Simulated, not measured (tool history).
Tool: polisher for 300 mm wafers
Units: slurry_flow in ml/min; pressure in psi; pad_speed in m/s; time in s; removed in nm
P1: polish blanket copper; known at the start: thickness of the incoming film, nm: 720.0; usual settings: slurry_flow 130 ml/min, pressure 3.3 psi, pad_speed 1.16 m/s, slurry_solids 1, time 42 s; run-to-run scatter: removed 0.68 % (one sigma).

run,hour,slurry_flow,pressure,pad_speed,slurry_solids,time,wafers polished on this pad,hours since the slurry nozzle was cleaned,hours since the head pressure was calibrated,hours since the slurry blender was calibrated,removed
1,8,130,3.3,1.16,1,42,1006,354.4,600.7,54.8,203.41
2,11.6,130,3.3,1.16,1,42,1041,358,604.3,58.4,204.58
# hour 18.5: head pressure recalibrated
3,19.3,130,4.8,1.16,1,42,1116,365.7,0.8,66.1,296.83
4,23,130,3.3,1.16,0.75,42,1152,369.4,4.5,69.8,193.8
5,28.1,80,3.3,1.16,1,62,1202,374.5,9.6,74.9,267.01
6,33.5,130,3.3,1.16,1,21,1255,379.9,15,80.3,101.51
7,40.8,130,3.3,1.16,1.35,42,1326,387.2,22.3,87.6,218.97
8,45.8,130,3.3,1.16,1,42,1375,392.2,27.3,92.6,203.14
9,52.8,200,3.3,1.16,1,42,1444,399.2,34.3,99.6,219.08
# hour 55.4: worn pad replaced by a new one
10,59.6,130,3.3,1.74,1,42,41,406,41.1,106.4,304.03
11,65.2,130,4.2,0.7,1,42,96,411.6,46.7,112,154.67
12,72.5,130,3.3,0.68,1,42,168,418.9,54,119.3,119.54
13,80.6,130,3.3,1.16,1,57,247,427,62.1,127.4,276.12
14,84.3,130,1.5,1.16,1,42,283,430.7,65.8,131.1,93.152
15,91.3,80,3.3,1.16,1,42,351,437.7,72.8,138.1,181.13
16,96.1,130,3.3,1.16,1,42,398,442.5,77.6,142.9,202.11
17,102.2,130,3.3,1.16,1,42,458,448.6,83.7,149,205.02
18,106.3,130,3.3,1.16,1,42,498,452.7,87.8,153.1,194.91
19,110.2,130,3.3,1.16,1,42,536,456.6,91.7,157,192.59
20,116,130,3.3,1.16,1,42,593,462.4,97.5,162.8,187.34
# hour 118.7: slurry blender recalibrated
# hour 121.4: worn pad replaced by a new one
21,122.6,130,3.3,1.16,1,42,12,469,104.1,4,182.22
22,128.2,130,3.3,1.16,1,42,66,474.6,109.7,9.6,182.91
23,133,130,3.3,1.16,1,42,113,479.4,114.5,14.4,181.69
24,139.8,130,3.3,1.16,1,42,180,486.2,121.3,21.2,180.96

What P1 gives has crept away from where it was. These 2 causes fit the log equally well, each at the size given:
A: slurry flow missing at the pad, % = 39.5
B: head's pressure below its setpoint, % = 11.8
The creep began at about hour 102.2.
Why every other cause is out:
removal rate lost through wear of the pad, %: serviced at hour 121.4, which brought nothing back
abrasive missing from the slurry, %: serviced at hour 118.7, which brought nothing back

4 check runs are offered, one wafer each, their results left as question marks. Which one tells the causes apart?
check 1,146.6,130,3.3,1.16,1.3,42,,,,,?
check 2,146.6,80,3.3,1.16,1,42,,,,,?
check 3,146.6,130,3.3,1.52,1,42,,,,,?
check 4,146.6,130,3.3,0.9,1,42,,,,,?

What each check would give under each cause:
check,result,if A,if B
check 1,removed,190.62,190.58
check 2,removed,149.88,159.63
check 3,removed,235.92,235.86
check 4,removed,139.69,139.66
How far apart the two closest causes lie, in the result that separates them most: check 1 0.02 %; check 2 6.3 %; check 3 0.02 %; check 4 0.02 %
Only check 2 tells the causes apart: in the others they would give nearly the same result.

Then check 2 was run and gave: removed 151.58 nm. Which cause is it?

It is A: slurry flow missing at the pad, %.

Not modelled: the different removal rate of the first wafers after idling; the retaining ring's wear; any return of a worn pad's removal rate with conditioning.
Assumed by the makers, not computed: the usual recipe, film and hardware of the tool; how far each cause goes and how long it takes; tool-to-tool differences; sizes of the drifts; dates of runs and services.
